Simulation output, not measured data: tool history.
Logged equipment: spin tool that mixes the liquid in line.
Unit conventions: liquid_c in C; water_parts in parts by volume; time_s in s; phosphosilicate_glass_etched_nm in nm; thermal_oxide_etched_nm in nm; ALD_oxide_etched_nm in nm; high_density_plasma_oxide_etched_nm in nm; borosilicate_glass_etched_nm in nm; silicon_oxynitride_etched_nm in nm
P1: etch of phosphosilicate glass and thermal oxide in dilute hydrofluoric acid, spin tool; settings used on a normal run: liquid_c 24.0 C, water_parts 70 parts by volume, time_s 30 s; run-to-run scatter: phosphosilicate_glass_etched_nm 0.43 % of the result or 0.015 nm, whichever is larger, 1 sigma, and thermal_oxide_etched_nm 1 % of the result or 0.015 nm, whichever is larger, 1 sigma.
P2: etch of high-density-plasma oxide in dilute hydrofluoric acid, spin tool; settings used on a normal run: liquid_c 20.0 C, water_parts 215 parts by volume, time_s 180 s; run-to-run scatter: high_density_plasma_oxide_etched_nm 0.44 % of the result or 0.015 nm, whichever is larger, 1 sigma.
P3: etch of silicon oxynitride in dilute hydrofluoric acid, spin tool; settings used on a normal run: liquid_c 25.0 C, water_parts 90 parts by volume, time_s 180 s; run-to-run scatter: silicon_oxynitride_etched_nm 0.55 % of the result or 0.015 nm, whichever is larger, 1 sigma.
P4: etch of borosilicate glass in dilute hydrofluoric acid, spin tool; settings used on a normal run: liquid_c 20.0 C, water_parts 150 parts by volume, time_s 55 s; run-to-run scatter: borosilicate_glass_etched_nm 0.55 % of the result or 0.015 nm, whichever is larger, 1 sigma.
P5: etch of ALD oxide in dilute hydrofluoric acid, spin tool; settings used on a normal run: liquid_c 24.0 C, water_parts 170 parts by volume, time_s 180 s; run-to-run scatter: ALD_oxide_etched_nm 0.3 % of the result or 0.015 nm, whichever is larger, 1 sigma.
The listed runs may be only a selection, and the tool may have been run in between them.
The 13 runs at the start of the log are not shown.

run,hour,process,liquid_c,water_parts,time_s,phosphosilicate_glass_etched_nm,thermal_oxide_etched_nm,ALD_oxide_etched_nm,high_density_plasma_oxide_etched_nm,borosilicate_glass_etched_nm,silicon_oxynitride_etched_nm
14,102.6,P1,24.0,70,30,91.444,2.2960,,,,
15,109.6,P3,25.0,90,340,,,,,,12.3360
16,119.4,P4,28.0,150,55,,,,,10.2810,
17,124.9,P1,24.0,70,30,90.794,2.2752,,,,
18,129.8,P3,17.5,90,180,,,,,,4.5495
19,138.3,P5,24.0,240,180,,,7.8922,,,
20,145.0,P2,20.0,395,180,,,,2.0912,,
21,151.1,P1,17.0,70,50,113.350,2.8401,,,,
22,157.3,P1,30.0,95,30,81.758,2.1040,,,,
23,167.3,P1,24.0,70,30,90.312,2.2521,,,,

Run 24 is up next; what results do you expect?
24,176.3,P1,28.5,70,30,?,?,,,,

phosphosilicate_glass_etched_nm: 109.430 nm
thermal_oxide_etched_nm: 2.7095 nm
